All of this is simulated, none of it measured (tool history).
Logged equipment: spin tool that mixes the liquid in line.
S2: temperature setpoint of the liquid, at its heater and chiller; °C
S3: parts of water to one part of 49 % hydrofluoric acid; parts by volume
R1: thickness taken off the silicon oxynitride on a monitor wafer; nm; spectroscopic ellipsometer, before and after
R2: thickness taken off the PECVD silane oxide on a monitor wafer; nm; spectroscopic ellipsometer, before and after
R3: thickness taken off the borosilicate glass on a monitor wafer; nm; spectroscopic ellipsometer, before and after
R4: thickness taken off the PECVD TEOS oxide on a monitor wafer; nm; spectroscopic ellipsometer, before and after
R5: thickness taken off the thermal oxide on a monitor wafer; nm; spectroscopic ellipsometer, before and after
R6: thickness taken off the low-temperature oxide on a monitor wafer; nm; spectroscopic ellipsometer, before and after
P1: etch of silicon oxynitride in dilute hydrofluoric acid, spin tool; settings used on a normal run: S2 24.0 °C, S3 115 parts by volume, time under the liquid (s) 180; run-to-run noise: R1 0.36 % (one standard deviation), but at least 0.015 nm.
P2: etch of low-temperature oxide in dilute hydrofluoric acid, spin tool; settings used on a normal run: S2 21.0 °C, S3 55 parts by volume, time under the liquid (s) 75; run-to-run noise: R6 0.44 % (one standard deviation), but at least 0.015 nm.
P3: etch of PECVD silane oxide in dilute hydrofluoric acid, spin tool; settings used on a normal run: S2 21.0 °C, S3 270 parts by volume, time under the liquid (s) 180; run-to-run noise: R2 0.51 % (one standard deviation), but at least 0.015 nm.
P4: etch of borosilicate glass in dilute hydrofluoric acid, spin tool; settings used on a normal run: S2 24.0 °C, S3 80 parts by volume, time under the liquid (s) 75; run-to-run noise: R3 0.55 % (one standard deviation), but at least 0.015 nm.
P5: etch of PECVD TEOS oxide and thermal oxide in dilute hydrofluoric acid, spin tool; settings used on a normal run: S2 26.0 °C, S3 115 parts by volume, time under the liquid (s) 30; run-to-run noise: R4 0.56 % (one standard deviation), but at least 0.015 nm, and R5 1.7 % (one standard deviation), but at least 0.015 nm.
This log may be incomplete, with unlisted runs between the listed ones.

run 1 hour=9.8 | process_that_ran=P1 S2=24.0 S3=115 time_under_the_liquid_(s)=180 | R1=7.09870
run 2 hour=23.7 | process_that_ran=P1 S2=24.0 S3=115 time_under_the_liquid_(s)=180 | R1=7.08360
run 3 hour=32.7 | process_that_ran=P3 S2=21.0 S3=270 time_under_the_liquid_(s)=25 | R2=1.0718
run 4 hour=48.1 | process_that_ran=P1 S2=24.0 S3=170 time_under_the_liquid_(s)=180 | R1=4.62150
run 5 hour=64.7 | process_that_ran=P1 S2=31.5 S3=115 time_under_the_liquid_(s)=180 | R1=9.94610
run 6 hour=74.4 | process_that_ran=P3 S2=21.0 S3=270 time_under_the_liquid_(s)=180 | R2=7.5895
run 7 hour=91.1 | process_that_ran=P1 S2=24.0 S3=115 time_under_the_liquid_(s)=85 | R1=3.31650
run 8 hour=102.1 | process_that_ran=P1 S2=18.5 S3=115 time_under_the_liquid_(s)=30 | R1=0.90668
run 9 hour=111.2 | process_that_ran=P1 S2=24.0 S3=25 time_under_the_liquid_(s)=180 | R1=35.22300
run 10 hour=126.6 | process_that_ran=P4 S2=24.0 S3=80 time_under_the_liquid_(s)=140 | R3=79.250
run 11 hour=133.9 | process_that_ran=P5 S2=26.0 S3=20 time_under_the_liquid_(s)=30 | R4=47.8230 R5=8.89780
run 12 hour=145.2 | process_that_ran=P1 S2=24.0 S3=115 time_under_the_liquid_(s)=180 | R1=7.08600
run 13 hour=157.9 | process_that_ran=P1 S2=20.5 S3=115 time_under_the_liquid_(s)=180 | R1=6.01770
run 14 hour=170.7 | process_that_ran=P2 S2=21.0 S3=55 time_under_the_liquid_(s)=75 | R6=25.715
run 15 hour=184.8 | process_that_ran=P2 S2=21.0 S3=20 time_under_the_liquid_(s)=75 | R6=74.102
-- hour=193.6 hydrofluoric acid flow meter replaced
run 16 hour=197.4 | process_that_ran=P5 S2=26.0 S3=115 time_under_the_liquid_(s)=30 | R4=7.3118 R5=1.36790
run 17 hour=207.3 | process_that_ran=P2 S2=21.0 S3=55 time_under_the_liquid_(s)=130 | R6=44.488
run 18 hour=216.0 | process_that_ran=P4 S2=24.0 S3=20 time_under_the_liquid_(s)=75 | R3=183.200
run 19 hour=223.7 | process_that_ran=P5 S2=26.0 S3=115 time_under_the_liquid_(s)=30 | R4=7.2278 R5=1.32650
run 20 hour=237.7 | process_that_ran=P3 S2=21.0 S3=420 time_under_the_liquid_(s)=180 | R2=4.2933
run 21 hour=249.9 | process_that_ran=P4 S2=18.5 S3=80 time_under_the_liquid_(s)=75 | R3=33.696
run 22 hour=259.1 | process_that_ran=P5 S2=31.0 S3=115 time_under_the_liquid_(s)=30 | R4=8.7953 R5=1.69730
run 23 hour=268.1 | process_that_ran=P1 S2=24.0 S3=115 time_under_the_liquid_(s)=180 | R1=7.04480
run 24 hour=279.9 | process_that_ran=P5 S2=26.0 S3=115 time_under_the_liquid_(s)=15 | R4=3.6152 R5=0.71881
run 25 hour=294.8 | process_that_ran=P1 S2=24.0 S3=115 time_under_the_liquid_(s)=180 | R1=7.13530
run 26 hour=311.0 | process_that_ran=P1 S2=20.5 S3=190 time_under_the_liquid_(s)=180 | R1=3.49420
run 27 hour=324.6 | process_that_ran=P4 S2=24.0 S3=80 time_under_the_liquid_(s)=75 | R3=42.282
run 28 hour=333.6 | process_that_ran=P1 S2=24.0 S3=115 time_under_the_liquid_(s)=275 | R1=10.90200
run 29 hour=343.7 | process_that_ran=P1 S2=28.5 S3=115 time_under_the_liquid_(s)=340 | R1=16.55000
run 30 hour=352.5 | process_that_ran=P4 S2=24.0 S3=80 time_under_the_liquid_(s)=75 | R3=42.026
run 31 hour=361.1 | process_that_ran=P2 S2=17.0 S3=55 time_under_the_liquid_(s)=75 | R6=21.584
run 32 hour=368.8 | process_that_ran=P3 S2=17.0 S3=270 time_under_the_liquid_(s)=180 | R2=6.6060

What does the tool deliver on the next run?
run 33 hour=379.2 | process_that_ran=P1 S2=24.0 S3=115 time_under_the_liquid_(s)=180 | R1=?

R1: 7.07200 nm

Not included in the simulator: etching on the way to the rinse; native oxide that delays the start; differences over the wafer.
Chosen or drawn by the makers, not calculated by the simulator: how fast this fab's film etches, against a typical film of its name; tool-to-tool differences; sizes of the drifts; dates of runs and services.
